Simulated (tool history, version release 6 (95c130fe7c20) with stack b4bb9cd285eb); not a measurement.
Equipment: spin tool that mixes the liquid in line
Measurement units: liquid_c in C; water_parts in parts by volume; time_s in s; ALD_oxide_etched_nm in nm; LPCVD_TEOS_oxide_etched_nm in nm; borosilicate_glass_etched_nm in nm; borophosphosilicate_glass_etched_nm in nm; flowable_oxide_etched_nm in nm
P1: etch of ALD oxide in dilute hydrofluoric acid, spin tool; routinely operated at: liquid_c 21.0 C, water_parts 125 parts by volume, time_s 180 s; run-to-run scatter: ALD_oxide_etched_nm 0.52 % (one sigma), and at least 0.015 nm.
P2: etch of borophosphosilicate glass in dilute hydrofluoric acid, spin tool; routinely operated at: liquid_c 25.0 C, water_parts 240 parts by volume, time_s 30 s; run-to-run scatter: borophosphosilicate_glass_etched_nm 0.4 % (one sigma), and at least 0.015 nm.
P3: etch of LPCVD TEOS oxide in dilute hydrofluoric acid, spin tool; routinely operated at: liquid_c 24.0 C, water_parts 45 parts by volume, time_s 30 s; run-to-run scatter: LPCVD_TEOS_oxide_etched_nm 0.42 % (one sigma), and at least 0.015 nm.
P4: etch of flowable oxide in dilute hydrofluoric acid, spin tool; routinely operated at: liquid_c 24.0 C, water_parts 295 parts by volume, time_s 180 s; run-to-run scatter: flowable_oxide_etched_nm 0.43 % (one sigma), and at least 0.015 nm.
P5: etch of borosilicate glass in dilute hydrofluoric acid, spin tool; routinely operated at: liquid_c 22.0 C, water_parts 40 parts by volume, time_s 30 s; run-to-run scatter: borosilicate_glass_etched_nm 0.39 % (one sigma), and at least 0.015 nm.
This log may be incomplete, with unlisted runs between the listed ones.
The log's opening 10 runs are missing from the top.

| run | hour | process | liquid_c | water_parts | time_s | hours since the thermometer was replaced | hours since the hydrofluoric acid flow meter was replaced | ALD_oxide_etched_nm | LPCVD_TEOS_oxide_etched_nm | borosilicate_glass_etched_nm | borophosphosilicate_glass_etched_nm | flowable_oxide_etched_nm |
|---|---|---|---|---|---|---|---|---|---|---|---|---|
| 11 | 42.4 | P4 | 24.0 | 295 | 180 | 400.7 | 363.9 |  |  |  |  | 18.2960 |
| 12 | 45.0 | P5 | 29.5 | 40 | 30 | 403.3 | 366.5 |  |  | 18.4660 |  |  |
| 13 | 49.5 | P4 | 24.0 | 295 | 180 | 407.8 | 371.0 |  |  |  |  | 18.3250 |
| 14 | 52.5 | P3 | 30.5 | 45 | 30 | 410.8 | 374.0 |  | 15.713 |  |  |  |
| 15 | 56.8 | P1 | 21.0 | 125 | 315 | 415.1 | 378.3 | 21.3700 |  |  |  |  |
| 16 | 60.7 | P1 | 21.0 | 125 | 40 | 419.0 | 382.2 | 2.6708 |  |  |  |  |
| 17 | 65.6 | P2 | 25.0 | 425 | 30 | 423.9 | 387.1 |  |  |  | 3.2125 |  |
| 18 | 67.9 | P3 | 24.0 | 45 | 30 | 426.2 | 389.4 |  | 11.900 |  |  |  |
| 19 | 73.0 | P1 | 17.0 | 125 | 180 | 431.3 | 394.5 | 10.3710 |  |  |  |  |
| 20 | 77.0 | P4 | 24.0 | 295 | 15 | 435.3 | 398.5 |  |  |  |  | 1.5329 |
| 21 | 82.0 | P4 | 28.0 | 295 | 180 | 440.3 | 403.5 |  |  |  |  | 20.9930 |
| 22 | 84.5 | P1 | 21.0 | 125 | 180 | 442.8 | 406.0 | 12.2250 |  |  |  |  |
| 23 | 88.6 | P2 | 25.0 | 240 | 30 | 446.9 | 410.1 |  |  |  | 6.8075 |  |
| 24 | 91.7 | P3 | 24.0 | 45 | 60 | 450.0 | 413.2 |  | 23.873 |  |  |  |
| 25 | 96.8 | P2 | 32.0 | 240 | 30 | 455.1 | 418.3 |  |  |  | 8.6266 |  |
| 26 | 100.2 | P3 | 24.0 | 45 | 30 | 458.5 | 421.7 |  | 12.058 |  |  |  |
| 27 | 103.2 | P1 | 21.0 | 170 | 180 | 461.5 | 424.7 | 8.5672 |  |  |  |  |
| 28 | 105.9 | P4 | 24.0 | 60 | 180 | 464.2 | 427.4 |  |  |  |  | 118.0200 |
| 29 | 110.9 | P1 | 21.0 | 125 | 180 | 469.2 | 432.4 | 12.1490 |  |  |  |  |
| 30 | 114.7 | P5 | 22.0 | 60 | 30 | 473.0 | 436.2 |  |  | 8.9651 |  |  |
| 31 | 118.9 | P1 | 21.0 | 125 | 180 | 477.2 | 440.4 | 12.2850 |  |  |  |  |

Run 32, settings as shown, results not yet in. Your forecast:
| 32 | 123.2 | P1 | 21.0 | 125 | 180 | 481.5 | 444.7 | ? |  |  |  |  |

{"run 32": {"ALD_oxide_etched_nm": 12.116}}

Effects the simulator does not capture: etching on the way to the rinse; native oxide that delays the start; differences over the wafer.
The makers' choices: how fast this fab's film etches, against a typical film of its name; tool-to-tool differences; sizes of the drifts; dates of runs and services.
